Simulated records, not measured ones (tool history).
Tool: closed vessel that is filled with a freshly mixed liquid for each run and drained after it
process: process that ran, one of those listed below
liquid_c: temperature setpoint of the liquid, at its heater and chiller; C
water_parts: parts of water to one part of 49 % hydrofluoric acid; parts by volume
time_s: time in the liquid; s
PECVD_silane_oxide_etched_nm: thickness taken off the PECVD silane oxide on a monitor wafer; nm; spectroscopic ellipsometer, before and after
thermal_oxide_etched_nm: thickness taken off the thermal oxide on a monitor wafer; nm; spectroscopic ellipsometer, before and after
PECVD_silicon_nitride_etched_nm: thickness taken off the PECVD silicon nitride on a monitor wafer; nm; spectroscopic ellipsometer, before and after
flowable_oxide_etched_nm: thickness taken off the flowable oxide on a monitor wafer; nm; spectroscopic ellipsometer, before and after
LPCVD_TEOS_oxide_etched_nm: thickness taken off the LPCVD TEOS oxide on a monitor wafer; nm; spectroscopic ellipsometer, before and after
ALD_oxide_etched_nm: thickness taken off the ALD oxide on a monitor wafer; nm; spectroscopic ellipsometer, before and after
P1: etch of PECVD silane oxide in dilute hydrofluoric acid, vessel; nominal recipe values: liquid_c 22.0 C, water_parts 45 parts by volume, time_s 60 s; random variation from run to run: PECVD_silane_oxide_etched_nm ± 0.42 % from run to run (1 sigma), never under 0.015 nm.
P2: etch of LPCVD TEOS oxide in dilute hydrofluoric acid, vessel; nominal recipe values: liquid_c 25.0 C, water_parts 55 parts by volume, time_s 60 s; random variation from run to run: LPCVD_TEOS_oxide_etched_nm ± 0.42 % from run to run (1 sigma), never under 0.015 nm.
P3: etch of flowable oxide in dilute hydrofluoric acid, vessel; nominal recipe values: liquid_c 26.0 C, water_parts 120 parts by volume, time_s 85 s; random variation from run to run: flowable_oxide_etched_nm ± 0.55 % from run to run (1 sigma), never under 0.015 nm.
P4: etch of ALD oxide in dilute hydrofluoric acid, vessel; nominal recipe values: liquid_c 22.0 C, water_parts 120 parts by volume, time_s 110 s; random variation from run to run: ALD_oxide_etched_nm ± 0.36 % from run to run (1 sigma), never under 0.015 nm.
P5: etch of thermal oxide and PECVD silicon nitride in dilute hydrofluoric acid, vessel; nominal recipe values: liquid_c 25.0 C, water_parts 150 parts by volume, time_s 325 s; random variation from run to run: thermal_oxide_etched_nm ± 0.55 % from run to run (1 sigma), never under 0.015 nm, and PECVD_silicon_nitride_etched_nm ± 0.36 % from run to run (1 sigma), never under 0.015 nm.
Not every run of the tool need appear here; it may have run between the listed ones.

run     day  process  liquid_c  water_parts  time_s  hours since the thermometer was replaced  hours since the hydrofluoric acid flow meter was replaced  PECVD_silane_oxide_etched_nm  thermal_oxide_etched_nm  PECVD_silicon_nitride_etched_nm  flowable_oxide_etched_nm  LPCVD_TEOS_oxide_etched_nm  ALD_oxide_etched_nm
  1   0.592       P1      22.0           45      60                                    1064.3                                                      251.3                        27.839
  2   1.246       P1      22.0           25      60                                    1080.0                                                      267.0                        51.938
  3   1.950       P5      25.0          150     325                                    1096.9                                                      283.9                                               10.14300                         10.60900
  4   2.417       P5      32.0          150     325                                    1108.1                                                      295.1                                               13.16400                         16.31600
  5   2.858       P3      26.0           60      85                                    1118.7                                                      305.7                                                                                                            99.192
  6   3.425       P2      25.0           55      60                                    1132.3                                                      319.3                                                                                                                                        32.335
  7   3.996       P3      26.0          120      85                                    1146.0                                                      333.0                                                                                                            45.797
  8   4.575       P4      22.0          120     110                                    1159.9                                                      346.9                                                                                                                                                             8.2524
  9   5.088       P1      22.0           45     105                                    1172.2                                                      359.2                        49.171
 10   5.842       P2      25.0           55      60                                    1190.3                                                      377.3                                                                                                                                        32.285
 11   6.362       P2      31.5           55      60                                    1202.8                                                      389.8                                                                                                                                        41.526
 12   6.992       P3      26.0          120      30                                    1217.9                                                      404.9                                                                                                            16.179
 13   7.354       P1      22.0           45      60                                    1226.6                                                      413.6                        27.870
 14   8.012       P3      31.5          120      85                                    1242.4                                                      429.4                                                                                                            55.735
 15   8.362       P1      22.0           45      60                                    1250.8                                                      437.8                        27.917
 16   9.108       P4      28.0          120     110                                    1268.7                                                      455.7                                                                                                                                                            10.4810
 17   9.588       P4      22.0           40     110                                    1280.2                                                      467.2                                                                                                                                                            27.4290
 18   9.967       P1      22.0           75      60                                    1289.3                                                      476.3                        16.122
 19  10.700       P1      17.5           45      60                                    1306.9                                                      493.9                        23.021
 20  11.225       P5      25.0          260     325                                    1319.5                                                      506.5                                                5.22210                          6.16560
 21  11.800       P2      25.0           55      95                                    1333.3                                                      520.3                                                                                                                                        50.883
 22  12.558       P2      25.0           20      60                                    1351.5                                                      538.5                                                                                                                                        92.873
 23  13.008       P1      22.0           45      30                                    1362.3                                                      549.3                        14.002
 24  13.471       P1      22.0           45      60                                    1373.4                                                      560.4                        27.872
 25  14.042       P5      25.0          150      30                                    1387.1                                                      574.1                                                0.91811                          0.99763
 26  14.754       P4      22.0          120     110                                    1404.2                                                      591.2                                                                                                                                                             8.2855
     14.854  -- hydrofluoric acid flow meter replaced
 27  15.104       P1      29.0           45      60                                    1412.6                                                        6.1                        37.167
 28  15.825       P4      22.0          120     170                                    1429.9                                                       23.4                                                                                                                                                            12.8080
 29  16.512       P1      22.0           25      30                                    1446.4                                                       39.9                        25.557
 30  17.200       P1      22.0           45      60                                    1462.9                                                       56.4                        27.722
 31  17.650       P1      22.0           45      60                                    1473.7                                                       67.2                        27.107
 32  18.225       P1      22.0           45      60                                    1487.5                                                       81.0                        26.501
 33  18.617       P1      22.0           45      60                                    1496.9                                                       90.4                        26.194
 34  19.079       P1      22.0           45      60                                    1508.0                                                      101.5                        25.704
 35  19.804       P1      22.0           45      60                                    1525.4                                                      118.9                        25.683
 36  20.321       P1      22.0           45      60                                    1537.8                                                      131.3                        25.351
 37  20.842       P1      22.0           45      60                                    1550.3                                                      143.8                        25.296
 38  21.208       P1      22.0           45      60                                    1559.1                                                      152.6                        25.022
 39  21.771       P1      22.0           45      60                                    1572.6                                                      166.1                        25.167
 40  22.121       P1      22.0           45      60                                    1581.0                                                      174.5                        25.271

What P1 gives has crept off from where it sat before. The 2 causes that follow fit the log equally well, each at the size noted:
A: liquid colder than its thermometer reads (K) = 2.39
B: hydrofluoric acid flow below the setpoint (%) = 9.1
The onset of the drift is placed at about day 17.200.

Each of the 4 check runs below uses one wafer; its results are left as question marks. Which run tells the causes apart?
check 1  22.471       P5      25.0          255     155                                                                                                                                                           ?                                ?
check 2  22.471       P4      22.0           70     110                                                                                                                                                                                                                                                                       ?
check 3  22.471       P3      26.0           75      30                                                                                                                                                                                                                      ?
check 4  22.471       P2      25.0           30      60                                                                                                                                                                                                                                                  ?

What every check run would give for each of its results, assuming each possible cause in turn:
  check                           result     if A     if B
check 1          thermal_oxide_etched_nm  2.33640  2.25360
check 1  PECVD_silicon_nitride_etched_nm  2.57960  2.72090
check 2              ALD_oxide_etched_nm  13.6500  13.5880
check 3         flowable_oxide_etched_nm   24.819   24.582
check 4       LPCVD_TEOS_oxide_etched_nm   55.382   55.421
Separation of the two closest causes in each check, using whichever result separates them best: check 1 5.33 %; check 2 0.45 %; check 3 0.96 %; check 4 0.07 %
Check 1 is the one run that separates the causes; every other check would come out nearly the same whichever cause is at work.

With check 1 done, the readings were: thermal_oxide_etched_nm 2.33210 nm; PECVD_silicon_nitride_etched_nm 2.56840 nm. Identify which of the listed causes applies.

It was cause A: liquid colder than its thermometer reads (K).
